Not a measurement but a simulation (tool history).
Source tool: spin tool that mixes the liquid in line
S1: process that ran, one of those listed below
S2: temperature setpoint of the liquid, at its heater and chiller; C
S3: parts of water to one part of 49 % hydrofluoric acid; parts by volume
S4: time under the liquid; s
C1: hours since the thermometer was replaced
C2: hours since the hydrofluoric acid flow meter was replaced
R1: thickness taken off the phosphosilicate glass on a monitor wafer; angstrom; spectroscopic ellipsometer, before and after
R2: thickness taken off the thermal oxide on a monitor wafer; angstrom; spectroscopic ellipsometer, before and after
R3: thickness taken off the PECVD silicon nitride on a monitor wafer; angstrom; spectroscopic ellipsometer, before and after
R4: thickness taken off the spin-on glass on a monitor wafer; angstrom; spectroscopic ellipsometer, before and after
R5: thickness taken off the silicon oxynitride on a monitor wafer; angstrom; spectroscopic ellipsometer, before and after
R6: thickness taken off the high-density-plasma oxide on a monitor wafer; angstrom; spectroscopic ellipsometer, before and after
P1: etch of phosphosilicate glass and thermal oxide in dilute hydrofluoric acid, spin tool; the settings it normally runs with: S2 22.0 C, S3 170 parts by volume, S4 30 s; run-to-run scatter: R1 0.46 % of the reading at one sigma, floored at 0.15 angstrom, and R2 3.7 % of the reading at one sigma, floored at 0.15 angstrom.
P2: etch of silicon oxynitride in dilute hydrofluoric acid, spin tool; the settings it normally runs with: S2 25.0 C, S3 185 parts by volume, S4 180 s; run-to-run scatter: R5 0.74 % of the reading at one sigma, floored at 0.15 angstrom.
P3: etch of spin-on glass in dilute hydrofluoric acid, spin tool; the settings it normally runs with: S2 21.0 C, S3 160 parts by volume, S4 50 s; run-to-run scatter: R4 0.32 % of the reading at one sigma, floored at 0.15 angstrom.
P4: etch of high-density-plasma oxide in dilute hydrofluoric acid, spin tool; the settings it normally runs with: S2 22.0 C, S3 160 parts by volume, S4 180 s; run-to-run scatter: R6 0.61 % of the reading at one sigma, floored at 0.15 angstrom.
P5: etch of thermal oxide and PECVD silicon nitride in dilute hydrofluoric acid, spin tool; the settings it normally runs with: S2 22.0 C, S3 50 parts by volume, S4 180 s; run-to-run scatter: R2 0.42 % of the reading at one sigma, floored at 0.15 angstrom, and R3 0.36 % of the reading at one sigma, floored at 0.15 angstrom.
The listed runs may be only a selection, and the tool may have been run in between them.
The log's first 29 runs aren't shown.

run,hour,S1,S2,S3,S4,C1,C2,R1,R2,R3,R4,R5,R6
30,383.5,P1,17.0,170,30,1259.4,783.7,203.07,5.7008,,,,
31,391.3,P5,22.0,50,275,1267.2,791.5,,250.7300,248.79,,,
32,401.7,P1,22.0,170,30,1277.6,801.9,248.32,7.0119,,,,
33,415.8,P1,22.0,170,30,1291.7,816.0,251.68,7.0595,,,,
34,426.6,P1,22.0,170,30,1302.5,826.8,258.35,7.0494,,,,
35,440.6,P1,22.0,170,30,1316.5,840.8,263.96,7.0386,,,,
36,456.2,P1,22.0,170,30,1332.1,856.4,266.29,8.0549,,,,
37,464.0,P1,22.0,170,30,1339.9,864.2,268.72,7.9220,,,,
38,477.3,P1,22.0,170,30,1353.2,877.5,268.56,7.4862,,,,

What does the tool deliver on the next run?
39,486.0,P1,22.0,170,30,1361.9,886.2,?,?,,,,

Run 39 produced R1 267.76 angstrom, R2 8.0234 angstrom.
